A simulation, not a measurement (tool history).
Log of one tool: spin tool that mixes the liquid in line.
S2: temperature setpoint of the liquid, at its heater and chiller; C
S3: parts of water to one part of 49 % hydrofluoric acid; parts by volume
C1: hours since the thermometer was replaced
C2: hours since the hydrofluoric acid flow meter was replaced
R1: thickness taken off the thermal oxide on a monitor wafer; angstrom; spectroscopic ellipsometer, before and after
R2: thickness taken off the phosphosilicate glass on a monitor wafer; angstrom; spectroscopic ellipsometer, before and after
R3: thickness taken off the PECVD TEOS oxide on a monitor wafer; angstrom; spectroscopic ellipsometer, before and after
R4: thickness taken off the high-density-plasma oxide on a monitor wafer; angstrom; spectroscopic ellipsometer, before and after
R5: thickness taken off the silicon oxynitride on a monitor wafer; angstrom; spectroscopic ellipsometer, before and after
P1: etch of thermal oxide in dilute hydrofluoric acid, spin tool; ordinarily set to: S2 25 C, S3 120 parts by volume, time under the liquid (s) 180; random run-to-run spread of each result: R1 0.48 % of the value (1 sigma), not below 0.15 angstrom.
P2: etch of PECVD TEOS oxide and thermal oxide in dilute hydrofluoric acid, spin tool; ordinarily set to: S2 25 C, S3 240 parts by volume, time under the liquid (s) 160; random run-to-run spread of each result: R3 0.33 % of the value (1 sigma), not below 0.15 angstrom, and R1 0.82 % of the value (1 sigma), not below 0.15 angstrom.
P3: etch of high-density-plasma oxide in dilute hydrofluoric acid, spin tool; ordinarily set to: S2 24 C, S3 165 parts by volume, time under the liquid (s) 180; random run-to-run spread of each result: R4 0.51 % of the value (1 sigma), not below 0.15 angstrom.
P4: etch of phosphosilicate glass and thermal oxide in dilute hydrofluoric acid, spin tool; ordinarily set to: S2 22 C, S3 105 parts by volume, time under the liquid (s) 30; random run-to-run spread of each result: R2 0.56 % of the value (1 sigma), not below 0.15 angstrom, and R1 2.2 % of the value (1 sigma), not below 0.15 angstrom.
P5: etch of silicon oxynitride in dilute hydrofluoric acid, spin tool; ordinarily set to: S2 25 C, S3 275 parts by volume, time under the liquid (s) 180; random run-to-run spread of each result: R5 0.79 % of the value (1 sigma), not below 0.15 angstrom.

Run 1, day 0.383: process that ran P1, S2 25 C, S3 120 parts by volume, time under the liquid (s) 180; C1 733.3; C2 352.5. Result: R1 71.476 angstrom.
Run 2, day 0.633: process that ran P4, S2 22 C, S3 105 parts by volume, time under the liquid (s) 30; C1 739.3; C2 358.5. Result: R1 12.453 angstrom, R2 164.16 angstrom.
Run 3, day 1.008: process that ran P1, S2 25 C, S3 120 parts by volume, time under the liquid (s) 180; C1 748.3; C2 367.5. Result: R1 71.036 angstrom.
Run 4, day 1.246: process that ran P2, S2 25 C, S3 240 parts by volume, time under the liquid (s) 160; C1 754; C2 373.2. Result: R1 28.783 angstrom, R3 137.01 angstrom.
Run 5, day 1.658: process that ran P1, S2 25 C, S3 195 parts by volume, time under the liquid (s) 180; C1 763.9; C2 383.1. Result: R1 40.487 angstrom.
Run 6, day 1.912: process that ran P1, S2 18 C, S3 120 parts by volume, time under the liquid (s) 45; C1 770; C2 389.2. Result: R1 13.451 angstrom.
Run 7, day 2.171: process that ran P3, S2 24 C, S3 165 parts by volume, time under the liquid (s) 180; C1 776.2; C2 395.4. Result: R4 103.29 angstrom.
Run 8, day 2.483: process that ran P4, S2 22 C, S3 185 parts by volume, time under the liquid (s) 30; C1 783.7; C2 402.9. Result: R1 6.2534 angstrom, R2 84.444 angstrom.
Run 9, day 2.838: process that ran P4, S2 29.5 C, S3 105 parts by volume, time under the liquid (s) 30; C1 792.2; C2 411.4. Result: R1 17.045 angstrom, R2 217.05 angstrom.
Run 10, day 3.283: process that ran P5, S2 31.5 C, S3 275 parts by volume, time under the liquid (s) 180; C1 802.9; C2 422.1. Result: R5 36.256 angstrom.
Run 11, day 3.554: process that ran P5, S2 25 C, S3 125 parts by volume, time under the liquid (s) 180; C1 809.4; C2 428.6. Result: R5 69.304 angstrom.
Run 12, day 3.858: process that ran P5, S2 25 C, S3 275 parts by volume, time under the liquid (s) 180; C1 816.7; C2 435.9. Result: R5 28.299 angstrom.
Run 13, day 4.25: process that ran P4, S2 22 C, S3 105 parts by volume, time under the liquid (s) 15; C1 826.1; C2 445.3. Result: R1 6.4844 angstrom, R2 80.807 angstrom.
Run 14, day 4.65: process that ran P3, S2 17 C, S3 165 parts by volume, time under the liquid (s) 180; C1 835.7; C2 454.9. Result: R4 77.875 angstrom.
Run 15, day 5.058: process that ran P2, S2 25 C, S3 240 parts by volume, time under the liquid (s) 160; C1 845.5; C2 464.7. Result: R1 28.93 angstrom, R3 137.91 angstrom.
Run 16, day 5.467: process that ran P1, S2 25 C, S3 120 parts by volume, time under the liquid (s) 180; C1 855.3; C2 474.5. Result: R1 71.165 angstrom.
Run 17, day 5.704: process that ran P2, S2 25 C, S3 400 parts by volume, time under the liquid (s) 160; C1 861; C2 480.2. Result: R1 14.569 angstrom, R3 70.18 angstrom.
Run 18, day 6.054: process that ran P1, S2 25 C, S3 120 parts by volume, time under the liquid (s) 30; C1 869.4; C2 488.6. Result: R1 11.625 angstrom.
Run 19, day 6.45: process that ran P1, S2 19 C, S3 120 parts by volume, time under the liquid (s) 180; C1 878.9; C2 498.1. Result: R1 55.727 angstrom.
Run 20, day 6.717: process that ran P2, S2 25 C, S3 240 parts by volume, time under the liquid (s) 15; C1 885.3; C2 504.5. Result: R1 2.605 angstrom, R3 13.112 angstrom.
Run 21, day 7.004: process that ran P2, S2 33 C, S3 240 parts by volume, time under the liquid (s) 160; C1 892.2; C2 511.4. Result: R1 37.761 angstrom, R3 181.29 angstrom.
Run 22, day 7.379: process that ran P3, S2 24 C, S3 60 parts by volume, time under the liquid (s) 180; C1 901.2; C2 520.4. Result: R4 321.56 angstrom.
Run 23, day 7.633: process that ran P1, S2 25 C, S3 120 parts by volume, time under the liquid (s) 335; C1 907.3; C2 526.5. Result: R1 132.79 angstrom.
Run 24, day 7.942: process that ran P5, S2 25 C, S3 275 parts by volume, time under the liquid (s) 80; C1 914.7; C2 533.9. Result: R5 12.605 angstrom.
Run 25, day 8.262: process that ran P1, S2 25 C, S3 120 parts by volume, time under the liquid (s) 180; C1 922.4; C2 541.6. Result: R1 71.558 angstrom.
Run 26, day 8.475: process that ran P3, S2 24 C, S3 165 parts by volume, time under the liquid (s) 30; C1 927.5; C2 546.7. Result: R4 16.919 angstrom.
Run 27, day 8.908: process that ran P1, S2 25 C, S3 45 parts by volume, time under the liquid (s) 180; C1 937.9; C2 557.1. Result: R1 209.29 angstrom.
Run 28, day 9.358: process that ran P1, S2 32.5 C, S3 120 parts by volume, time under the liquid (s) 180; C1 948.7; C2 567.9. Result: R1 94.223 angstrom.
Run 29, day 9.775: process that ran P5, S2 25 C, S3 275 parts by volume, time under the liquid (s) 180; C1 958.7; C2 577.9. Result: R5 27.765 angstrom.
Run 30, day 10.062: process that ran P1, S2 25 C, S3 120 parts by volume, time under the liquid (s) 180; C1 965.6; C2 584.8. Result: R1 71.418 angstrom.
Run 31, day 10.462: process that ran P1, S2 25 C, S3 120 parts by volume, time under the liquid (s) 180; C1 975.2; C2 594.4. Result: R1 71.167 angstrom.
Run 32, day 10.838: process that ran P1, S2 25 C, S3 120 parts by volume, time under the liquid (s) 180; C1 984.2; C2 603.4. Result: R1 73.535 angstrom.
Run 33, day 11.175: process that ran P1, S2 25 C, S3 120 parts by volume, time under the liquid (s) 180; C1 992.3; C2 611.5. Result: R1 74.692 angstrom.
Run 34, day 11.483: process that ran P1, S2 25 C, S3 120 parts by volume, time under the liquid (s) 180; C1 999.7; C2 618.9. Result: R1 76.009 angstrom.
Run 35, day 11.862: process that ran P1, S2 25 C, S3 120 parts by volume, time under the liquid (s) 180; C1 1008.8; C2 628. Result: R1 77.031 angstrom.
Run 36, day 12.196: process that ran P1, S2 25 C, S3 120 parts by volume, time under the liquid (s) 180; C1 1016.8; C2 636. Result: R1 77.012 angstrom.
Run 37, day 12.6: process that ran P1, S2 25 C, S3 120 parts by volume, time under the liquid (s) 180; C1 1026.5; C2 645.7. Result: R1 77.68 angstrom.
Run 38, day 12.992: process that ran P1, S2 25 C, S3 120 parts by volume, time under the liquid (s) 180; C1 1035.9; C2 655.1. Result: R1 77.267 angstrom.
Run 39, day 13.383: process that ran P1, S2 25 C, S3 120 parts by volume, time under the liquid (s) 180; C1 1045.3; C2 664.5. Result: R1 78.267 angstrom.
Run 40, day 13.775: process that ran P1, S2 25 C, S3 120 parts by volume, time under the liquid (s) 180; C1 1054.7; C2 673.9. Result: R1 77.665 angstrom.
Run 41, day 13.996: process that ran P1, S2 25 C, S3 120 parts by volume, time under the liquid (s) 180; C1 1060; C2 679.2. Result: R1 77.556 angstrom.

P1 has crept away from where it was. The log is fitted equally well by each of these 2 causes, at the sizes shown:
A: hydrofluoric acid flow above the setpoint (%) = 8.14
B: liquid hotter than its thermometer reads (K) = 2.34
The process output started creeping at around day 10.462.

Listed below are the offered check runs, one wafer per run, with question marks in place of results. For which of them would the causes give clearly different outcomes?
Run check 1, day 14.217: process that ran P2, S2 32.5 C, S3 325 parts by volume, time under the liquid (s) 160. Result: R1 ?, R3 ?.
Run check 2, day 14.217: process that ran P4, S2 22 C, S3 185 parts by volume, time under the liquid (s) 15. Result: R1 ?, R2 ?.
Run check 3, day 14.217: process that ran P3, S2 24 C, S3 85 parts by volume, time under the liquid (s) 180. Result: R4 ?.
Run check 4, day 14.217: process that ran P5, S2 28 C, S3 275 parts by volume, time under the liquid (s) 180. Result: R5 ?.

What every check run would give for each of its results, assuming each possible cause in turn:
  check  result    if A    if B
check 1      R1  27.563  26.605
check 1      R3  132.37  127.76
check 2      R1  3.5854  3.5681
check 2      R2  46.185  45.962
check 3      R4  239.44  240.99
check 4      R5   34.82  34.821
Smallest distance between any two causes, each pair judged by its most separating result, in per cent: check 1 3.54 %; check 2 0.48 %; check 3 0.64 %; check 4 0 %
Only in check 1 would the causes give clearly different results; in the remaining checks their results would be nearly the same.

Check 1 was carried out, with these results: R1 26.482 angstrom; R3 128.37 angstrom. Which of the listed causes is responsible?

It is B: liquid hotter than its thermometer reads (K).
